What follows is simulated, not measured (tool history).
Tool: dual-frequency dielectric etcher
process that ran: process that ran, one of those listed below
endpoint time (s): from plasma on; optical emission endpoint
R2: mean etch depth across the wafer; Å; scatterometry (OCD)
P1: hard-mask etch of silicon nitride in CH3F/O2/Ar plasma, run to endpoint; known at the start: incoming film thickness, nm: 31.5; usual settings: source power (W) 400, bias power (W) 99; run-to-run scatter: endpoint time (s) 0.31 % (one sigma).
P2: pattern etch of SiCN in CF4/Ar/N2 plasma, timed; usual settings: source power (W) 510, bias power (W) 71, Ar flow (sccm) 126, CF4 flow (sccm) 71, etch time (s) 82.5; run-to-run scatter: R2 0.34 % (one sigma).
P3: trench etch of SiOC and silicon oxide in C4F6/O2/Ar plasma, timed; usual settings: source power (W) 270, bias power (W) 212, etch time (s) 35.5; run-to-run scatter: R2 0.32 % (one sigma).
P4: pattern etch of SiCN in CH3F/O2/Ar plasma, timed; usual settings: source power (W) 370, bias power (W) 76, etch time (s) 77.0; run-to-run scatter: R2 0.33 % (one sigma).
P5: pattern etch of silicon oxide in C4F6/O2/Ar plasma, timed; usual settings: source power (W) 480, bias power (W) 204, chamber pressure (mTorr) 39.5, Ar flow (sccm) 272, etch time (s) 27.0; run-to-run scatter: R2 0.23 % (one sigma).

Run 1, hour 10.4: process that ran P1, source power (W) 400, bias power (W) 99. Result: endpoint time (s) 41.015.
Run 2, hour 24.9: process that ran P4, source power (W) 370, bias power (W) 76, etch time (s) 59.5. Result: R2 218.26 Å.
Run 3, hour 36.6: process that ran P4, source power (W) 440, bias power (W) 76, etch time (s) 77.0. Result: R2 303.20 Å.
At hour 41.0: wet clean of the chamber.
Run 4, hour 50.5: process that ran P1, source power (W) 570, bias power (W) 99. Result: endpoint time (s) 35.670.
Run 5, hour 56.8: process that ran P3, source power (W) 270, bias power (W) 212, etch time (s) 35.5. Result: R2 609.43 Å.
At hour 65.9: source power generator calibrated.
Run 6, hour 71.1: process that ran P2, source power (W) 510, bias power (W) 71, etch time (s) 82.5, Ar flow (sccm) 126, CF4 flow (sccm) 87. Result: R2 768.32 Å.
Run 7, hour 81.5: process that ran P3, source power (W) 270, bias power (W) 212, etch time (s) 52.5. Result: R2 902.74 Å.
Run 8, hour 88.1: process that ran P2, source power (W) 510, bias power (W) 71, etch time (s) 104.5, Ar flow (sccm) 126, CF4 flow (sccm) 71. Result: R2 939.19 Å.
Run 9, hour 101.4: process that ran P2, source power (W) 290, bias power (W) 71, etch time (s) 82.5, Ar flow (sccm) 126, CF4 flow (sccm) 71. Result: R2 455.52 Å.
Run 10, hour 110.2: process that ran P2, source power (W) 510, bias power (W) 71, etch time (s) 82.5, Ar flow (sccm) 78, CF4 flow (sccm) 71. Result: R2 798.05 Å.
Run 11, hour 120.5: process that ran P5, source power (W) 660, bias power (W) 204, etch time (s) 27.0, Ar flow (sccm) 272, chamber pressure (mTorr) 39.5. Result: R2 1062.90 Å.
Run 12, hour 127.4: process that ran P1, source power (W) 400, bias power (W) 99. Result: endpoint time (s) 40.731.
Run 13, hour 138.5: process that ran P1, source power (W) 400, bias power (W) 99. Result: endpoint time (s) 40.508.
Run 14, hour 148.8: process that ran P1, source power (W) 470, bias power (W) 138. Result: endpoint time (s) 33.875.
Run 15, hour 158.3: process that ran P5, source power (W) 480, bias power (W) 204, etch time (s) 17.0, Ar flow (sccm) 272, chamber pressure (mTorr) 39.5. Result: R2 590.56 Å.
Run 16, hour 165.6: process that ran P1, source power (W) 400, bias power (W) 62. Result: endpoint time (s) 47.916.
Run 17, hour 175.8: process that ran P5, source power (W) 480, bias power (W) 166, etch time (s) 27.0, Ar flow (sccm) 272, chamber pressure (mTorr) 39.5. Result: R2 882.34 Å.
Run 18, hour 188.8: process that ran P1, source power (W) 250, bias power (W) 99. Result: endpoint time (s) 48.595.
Run 19, hour 200.9: process that ran P2, source power (W) 510, bias power (W) 49, etch time (s) 82.5, Ar flow (sccm) 126, CF4 flow (sccm) 71. Result: R2 657.60 Å.
Run 20, hour 209.3: process that ran P1, source power (W) 400, bias power (W) 99. Result: endpoint time (s) 40.651.
Run 21, hour 221.1: process that ran P5, source power (W) 480, bias power (W) 204, etch time (s) 27.0, Ar flow (sccm) 272, chamber pressure (mTorr) 49.5. Result: R2 913.09 Å.
Run 22, hour 228.7: process that ran P4, source power (W) 370, bias power (W) 76, etch time (s) 77.0. Result: R2 281.79 Å.
Run 23, hour 240.4: process that ran P5, source power (W) 480, bias power (W) 204, etch time (s) 27.0, Ar flow (sccm) 272, chamber pressure (mTorr) 39.5. Result: R2 935.35 Å.
Run 24, hour 252.7: process that ran P4, source power (W) 370, bias power (W) 104, etch time (s) 77.0. Result: R2 317.18 Å.
Run 25, hour 265.3: process that ran P3, source power (W) 270, bias power (W) 133, etch time (s) 35.5. Result: R2 525.74 Å.
Run 26, hour 274.9: process that ran P1, source power (W) 400, bias power (W) 126. Result: endpoint time (s) 37.310.
Run 27, hour 285.4: process that ran P2, source power (W) 510, bias power (W) 71, etch time (s) 82.5, Ar flow (sccm) 126, CF4 flow (sccm) 71. Result: R2 744.16 Å.
Run 28, hour 294.6: process that ran P3, source power (W) 380, bias power (W) 212, etch time (s) 35.5. Result: R2 692.02 Å.
Run 29, hour 307.7: process that ran P5, source power (W) 480, bias power (W) 204, etch time (s) 27.0, Ar flow (sccm) 197, chamber pressure (mTorr) 39.5. Result: R2 974.49 Å.
Run 30, hour 320.2: process that ran P5, source power (W) 480, bias power (W) 204, etch time (s) 27.0, Ar flow (sccm) 272, chamber pressure (mTorr) 39.5. Result: R2 935.17 Å.
Run 31, hour 330.3: process that ran P1, source power (W) 400, bias power (W) 99. Result: endpoint time (s) 40.872.

The next listed run, before its measurement:
Run 32, hour 337.5: process that ran P1, source power (W) 400, bias power (W) 99. Result: endpoint time (s) ?.

Run 32 gave endpoint time (s) 40.429.
